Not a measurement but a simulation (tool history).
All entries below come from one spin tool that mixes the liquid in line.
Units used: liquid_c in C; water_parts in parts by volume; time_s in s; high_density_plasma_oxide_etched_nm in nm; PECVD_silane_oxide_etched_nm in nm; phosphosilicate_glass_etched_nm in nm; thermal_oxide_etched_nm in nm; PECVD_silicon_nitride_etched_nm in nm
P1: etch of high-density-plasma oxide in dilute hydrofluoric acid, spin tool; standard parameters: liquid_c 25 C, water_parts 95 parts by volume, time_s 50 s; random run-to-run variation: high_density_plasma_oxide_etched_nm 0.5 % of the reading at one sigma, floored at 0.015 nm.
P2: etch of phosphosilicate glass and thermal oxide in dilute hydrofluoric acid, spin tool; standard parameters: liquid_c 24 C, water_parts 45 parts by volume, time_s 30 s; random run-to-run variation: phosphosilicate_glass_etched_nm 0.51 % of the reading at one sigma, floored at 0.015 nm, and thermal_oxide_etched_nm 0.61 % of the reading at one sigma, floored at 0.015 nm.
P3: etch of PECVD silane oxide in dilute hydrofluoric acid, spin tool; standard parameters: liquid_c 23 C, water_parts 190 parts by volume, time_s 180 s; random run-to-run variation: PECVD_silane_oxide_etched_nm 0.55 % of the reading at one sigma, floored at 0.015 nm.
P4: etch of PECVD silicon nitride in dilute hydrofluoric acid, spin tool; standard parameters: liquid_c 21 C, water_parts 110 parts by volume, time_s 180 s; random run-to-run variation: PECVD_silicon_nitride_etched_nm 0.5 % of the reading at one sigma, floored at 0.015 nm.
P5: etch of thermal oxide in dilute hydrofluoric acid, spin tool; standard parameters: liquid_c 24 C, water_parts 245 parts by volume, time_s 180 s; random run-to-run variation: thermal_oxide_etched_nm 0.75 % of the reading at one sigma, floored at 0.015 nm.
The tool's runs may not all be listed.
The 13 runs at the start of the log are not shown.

run	day	process	liquid_c	water_parts	time_s	high_density_plasma_oxide_etched_nm	PECVD_silane_oxide_etched_nm	phosphosilicate_glass_etched_nm	thermal_oxide_etched_nm	PECVD_silicon_nitride_etched_nm
14	8.612	P1	25	95	15	1.8414				
15	9.188	P4	21	110	180					4.7179
16	9.592	P2	24	45	30			57.116	3.5555	
17	10.146	P1	30	30	50	26.365				
18	10.642	P5	24	245	65				1.0639	
19	11.433	P5	24	160	180				5.0403	
20	12.038	P1	17	95	70	6.21				
21	12.408	P4	21	110	320					8.2647
22	13.071	P5	17	245	180				2.2738	
23	13.529	P4	21	20	180					24.334
24	13.946	P3	29	190	180		15.386			
25	14.679	P1	25	170	50	3.1823				
26	15.467	P4	28.5	110	180					7.5276
27	16.179	P3	23	190	180		12.292			
28	16.588	P2	24	45	30			56.585	3.6022	
29	17.112	P2	24	30	30			86.527	5.5604	
30	17.583	P4	21	110	180					4.6029
31	18.271	P1	25	95	75	9.2587				
32	18.946	P2	24	45	15			28.484	1.8004	
33	19.712	P1	25	95	50	6.1668				
34	20.338	P1	25	95	50	5.9846				
35	21	P1	25	95	50	5.8059				
36	21.367	P1	25	95	50	5.8244				

The next listed run, before its measurement:
37	22.129	P1	25	95	50	?				

Run 37 yielded high_density_plasma_oxide_etched_nm 5.7895 nm.
